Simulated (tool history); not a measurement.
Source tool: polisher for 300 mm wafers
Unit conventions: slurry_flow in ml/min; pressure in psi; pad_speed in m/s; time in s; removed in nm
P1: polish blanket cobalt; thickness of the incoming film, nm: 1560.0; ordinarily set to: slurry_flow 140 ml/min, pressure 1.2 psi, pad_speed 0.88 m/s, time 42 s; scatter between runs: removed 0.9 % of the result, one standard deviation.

run	day	slurry_flow	pressure	pad_speed	time	removed
1	0.467	140	1.2	0.88	42	130.480
2	0.975	140	1.2	0.88	42	129.440
# day 1.208: head pressure recalibrated
# day 1.221: worn pad replaced by a new one
3	1.425	140	1.2	0.88	42	128.770
4	1.867	140	0.6	0.88	42	64.950
5	2.438	140	1.2	0.88	67	201.710
6	2.992	210	1.2	0.88	42	138.420
7	3.362	140	1.2	0.88	42	128.040
8	4.067	140	1.2	1.30	20	91.219
9	4.512	140	1.2	0.88	42	128.330
10	5.000	140	1.2	0.88	30	91.713
11	5.433	85	1.2	0.40	42	51.290
12	5.796	140	1.2	0.42	42	61.406
13	6.438	85	1.2	0.88	42	113.980
14	6.808	140	1.7	0.88	42	180.140
15	7.262	140	1.2	0.88	42	129.230
16	7.867	140	1.2	1.24	42	182.910
17	8.438	140	1.2	0.88	42	127.680
18	9.075	140	1.2	0.88	42	128.500
19	9.508	140	1.2	0.88	42	123.460
20	10.212	140	1.2	0.88	42	120.450
21	10.858	140	1.2	0.88	42	118.760
22	11.546	140	1.2	0.88	42	119.310
# day 11.608: worn pad replaced by a new one
23	12.200	140	1.2	0.88	42	117.470
24	12.925	140	1.2	0.88	42	117.130

Compared with where it was, what P1 gives has crept away. Each cause listed below fits the log as well as the rest, at the size given for it:
A: slurry flow missing at the pad, % = 33.5
B: head's pressure below its setpoint, % = 8.69
Onset of the creep was near day 9.075.
The rest of the possible causes, and what rules out each one:
removal rate lost through wear of the pad, %: its service at day 11.608 followed the start of the drift and did not put the process back to its old value

Which of the 4 check runs listed below, each an average over 2 wafers with its results shown as question marks, gives clearly different results under the different listed causes?
check 1	13.650	140	0.8	0.44	42	?
check 2	13.650	140	0.9	0.88	64	?
check 3	13.650	85	1.2	0.88	55	?
check 4	13.650	140	0.8	0.52	42	?

Check results expected under each cause:
check	result	if A	if B
check 1	removed	39.048	39.045
check 2	removed	133.880	133.870
check 3	removed	130.100	136.600
check 4	removed	46.148	46.144
Separation of the two closest causes in each check, using whichever result separates them best: check 1 0.01 %; check 2 0.01 %; check 3 4.87 %; check 4 0.01 %
Only in check 3 would the causes give clearly different results; in the remaining checks their results would be nearly the same.

Running check 3 produced the following: removed 136.100 nm. Which one of the listed causes fits?

It is B: head's pressure below its setpoint, %.
